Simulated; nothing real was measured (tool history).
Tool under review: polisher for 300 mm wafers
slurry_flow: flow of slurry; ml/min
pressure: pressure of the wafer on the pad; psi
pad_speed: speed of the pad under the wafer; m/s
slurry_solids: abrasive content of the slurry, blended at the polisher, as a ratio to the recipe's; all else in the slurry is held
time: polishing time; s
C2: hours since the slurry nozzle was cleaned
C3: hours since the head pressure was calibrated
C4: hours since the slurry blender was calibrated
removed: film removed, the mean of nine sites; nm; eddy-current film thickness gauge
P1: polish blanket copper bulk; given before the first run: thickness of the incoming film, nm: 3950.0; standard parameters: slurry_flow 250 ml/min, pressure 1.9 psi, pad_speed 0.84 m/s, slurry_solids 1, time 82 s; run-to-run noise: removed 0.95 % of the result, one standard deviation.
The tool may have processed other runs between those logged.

run 1 hour=14.7 | slurry_flow=250 pressure=1.9 pad_speed=0.84 slurry_solids=1 time=82 | wafers_polished_on_this_pad=377 C2=307.1 C3=437.4 C4=283.1 | removed=366.6
run 2 hour=27 | slurry_flow=250 pressure=1.9 pad_speed=0.84 slurry_solids=1.45 time=82 | wafers_polished_on_this_pad=516 C2=319.4 C3=449.7 C4=295.4 | removed=398.49
run 3 hour=40.8 | slurry_flow=250 pressure=1.9 pad_speed=0.84 slurry_solids=1 time=130 | wafers_polished_on_this_pad=672 C2=333.2 C3=463.5 C4=309.2 | removed=572.32
run 4 hour=54.7 | slurry_flow=250 pressure=1.9 pad_speed=0.84 slurry_solids=1 time=82 | wafers_polished_on_this_pad=829 C2=347.1 C3=477.4 C4=323.1 | removed=361.27
run 5 hour=70.2 | slurry_flow=250 pressure=3 pad_speed=0.84 slurry_solids=1 time=82 | wafers_polished_on_this_pad=1005 C2=362.6 C3=492.9 C4=338.6 | removed=574.6
run 6 hour=79.1 | slurry_flow=250 pressure=0.9 pad_speed=0.84 slurry_solids=1 time=82 | wafers_polished_on_this_pad=1105 C2=371.5 C3=501.8 C4=347.5 | removed=175.79
run 7 hour=92.5 | slurry_flow=250 pressure=1.9 pad_speed=0.84 slurry_solids=1 time=82 | wafers_polished_on_this_pad=1257 C2=384.9 C3=515.2 C4=360.9 | removed=364.66
run 8 hour=104.3 | slurry_flow=250 pressure=1.9 pad_speed=0.84 slurry_solids=1 time=45 | wafers_polished_on_this_pad=1390 C2=396.7 C3=527 C4=372.7 | removed=201.06
run 9 hour=120 | slurry_flow=355 pressure=1.9 pad_speed=0.84 slurry_solids=1 time=82 | wafers_polished_on_this_pad=1568 C2=412.4 C3=542.7 C4=388.4 | removed=372.21
run 10 hour=127.5 | slurry_flow=250 pressure=1.9 pad_speed=0.84 slurry_solids=0.5 time=82 | wafers_polished_on_this_pad=1653 C2=419.9 C3=550.2 C4=395.9 | removed=314.62
run 11 hour=137.2 | slurry_flow=250 pressure=1.9 pad_speed=0.62 slurry_solids=1 time=82 | wafers_polished_on_this_pad=1762 C2=429.6 C3=559.9 C4=405.6 | removed=270.53
run 12 hour=149.8 | slurry_flow=250 pressure=1.9 pad_speed=0.84 slurry_solids=1 time=82 | wafers_polished_on_this_pad=1905 C2=442.2 C3=572.5 C4=418.2 | removed=373.05
run 13 hour=164 | slurry_flow=150 pressure=1.9 pad_speed=0.84 slurry_solids=1 time=82 | wafers_polished_on_this_pad=2066 C2=456.4 C3=586.7 C4=432.4 | removed=342.78
run 14 hour=172.7 | slurry_flow=250 pressure=1.9 pad_speed=1.22 slurry_solids=1.4 time=82 | wafers_polished_on_this_pad=2164 C2=465.1 C3=595.4 C4=441.1 | removed=563.66
run 15 hour=181.3 | slurry_flow=250 pressure=2.7 pad_speed=0.84 slurry_solids=1 time=49 | wafers_polished_on_this_pad=2261 C2=473.7 C3=604 C4=449.7 | removed=308.33
run 16 hour=195 | slurry_flow=250 pressure=1.9 pad_speed=0.84 slurry_solids=1 time=82 | wafers_polished_on_this_pad=2416 C2=487.4 C3=617.7 C4=463.4 | removed=362.8
run 17 hour=204.2 | slurry_flow=250 pressure=1.9 pad_speed=0.84 slurry_solids=1 time=82 | wafers_polished_on_this_pad=2520 C2=496.6 C3=626.9 C4=472.6 | removed=362.54
run 18 hour=211.8 | slurry_flow=250 pressure=1.9 pad_speed=1.32 slurry_solids=1 time=82 | wafers_polished_on_this_pad=2606 C2=504.2 C3=634.5 C4=480.2 | removed=579.75
run 19 hour=219 | slurry_flow=250 pressure=1.9 pad_speed=0.84 slurry_solids=1 time=82 | wafers_polished_on_this_pad=2688 C2=511.4 C3=641.7 C4=487.4 | removed=366.34
run 20 hour=233 | slurry_flow=250 pressure=1.9 pad_speed=0.84 slurry_solids=1 time=82 | wafers_polished_on_this_pad=2846 C2=525.4 C3=655.7 C4=501.4 | removed=371.82
run 21 hour=245.4 | slurry_flow=250 pressure=1.9 pad_speed=0.84 slurry_solids=1 time=82 | wafers_polished_on_this_pad=2986 C2=537.8 C3=668.1 C4=513.8 | removed=357.08
run 22 hour=252.7 | slurry_flow=250 pressure=1.9 pad_speed=0.84 slurry_solids=1 time=82 | wafers_polished_on_this_pad=3069 C2=545.1 C3=675.4 C4=521.1 | removed=351.67
run 23 hour=266.7 | slurry_flow=250 pressure=1.9 pad_speed=0.84 slurry_solids=1 time=82 | wafers_polished_on_this_pad=3227 C2=559.1 C3=689.4 C4=535.1 | removed=349.53
run 24 hour=277.3 | slurry_flow=250 pressure=1.9 pad_speed=0.84 slurry_solids=1 time=82 | wafers_polished_on_this_pad=3347 C2=569.7 C3=700 C4=545.7 | removed=351.2
-- hour=289 head pressure recalibrated
run 25 hour=289.4 | slurry_flow=250 pressure=1.9 pad_speed=0.84 slurry_solids=1 time=82 | wafers_polished_on_this_pad=3484 C2=581.8 C3=0.4 C4=557.8 | removed=341.64
run 26 hour=297 | slurry_flow=250 pressure=1.9 pad_speed=0.84 slurry_solids=1 time=82 | wafers_polished_on_this_pad=3570 C2=589.4 C3=8 C4=565.4 | removed=342.34
-- hour=306 worn pad replaced by a new one
run 27 hour=308.3 | slurry_flow=250 pressure=1.9 pad_speed=0.84 slurry_solids=1 time=82 | wafers_polished_on_this_pad=26 C2=600.7 C3=19.3 C4=576.7 | removed=352.7
run 28 hour=316.7 | slurry_flow=250 pressure=1.9 pad_speed=0.84 slurry_solids=1 time=82 | wafers_polished_on_this_pad=121 C2=609.1 C3=27.7 C4=585.1 | removed=344.99
run 29 hour=333 | slurry_flow=250 pressure=1.9 pad_speed=0.84 slurry_solids=1 time=82 | wafers_polished_on_this_pad=305 C2=625.4 C3=44 C4=601.4 | removed=343.64
run 30 hour=341.8 | slurry_flow=250 pressure=1.9 pad_speed=0.84 slurry_solids=1 time=82 | wafers_polished_on_this_pad=404 C2=634.2 C3=52.8 C4=610.2 | removed=342.39

P1 no longer gives what it gave before; its output has crept away from where it was. The following 2 causes, each at its listed size, fit the log equally well:
A: slurry flow missing at the pad, % = 35.6
B: abrasive missing from the slurry, % = 24.2
Onset of the creep was near hour 233.
Why every other cause is out:
removal rate lost through wear of the pad, %: was serviced at hour 306, once the creep was under way, yet the earlier output never came back
head's pressure below its setpoint, %: was serviced at hour 289, once the creep was under way, yet the earlier output never came back

Of the 4 check runs below, each run on 5 wafers with the results averaged and each result still a question mark, which one would tell the listed causes apart?
run check 1 hour=350.6 | slurry_flow=250 pressure=1.9 pad_speed=0.84 slurry_solids=0.65 time=82 | removed=?
run check 2 hour=350.6 | slurry_flow=250 pressure=1.4 pad_speed=0.84 slurry_solids=1.4 time=82 | removed=?
run check 3 hour=350.6 | slurry_flow=150 pressure=1.9 pad_speed=0.84 slurry_solids=1 time=82 | removed=?
run check 4 hour=350.6 | slurry_flow=250 pressure=1.9 pad_speed=0.84 slurry_solids=0.55 time=82 | removed=?

Outcome of each check run for each possible cause:
check=check_1 result=removed if_A=314.56 if_B=315.51
check=check_2 result=removed if_A=272.93 if_B=272.26
check=check_3 result=removed if_A=309.81 if_B=320.82
check=check_4 result=removed if_A=304.18 if_B=305.48
Per-check spread between the two closest causes, in the result where they differ most: check 1 0.3 %; check 2 0.25 %; check 3 3.49 %; check 4 0.43 %
Check 3 tells the causes apart: in the others they would give nearly the same result.

Check 3 was carried out, with these results: removed 309.64 nm. Which of the listed causes is responsible?

A is the cause: slurry flow missing at the pad, %.
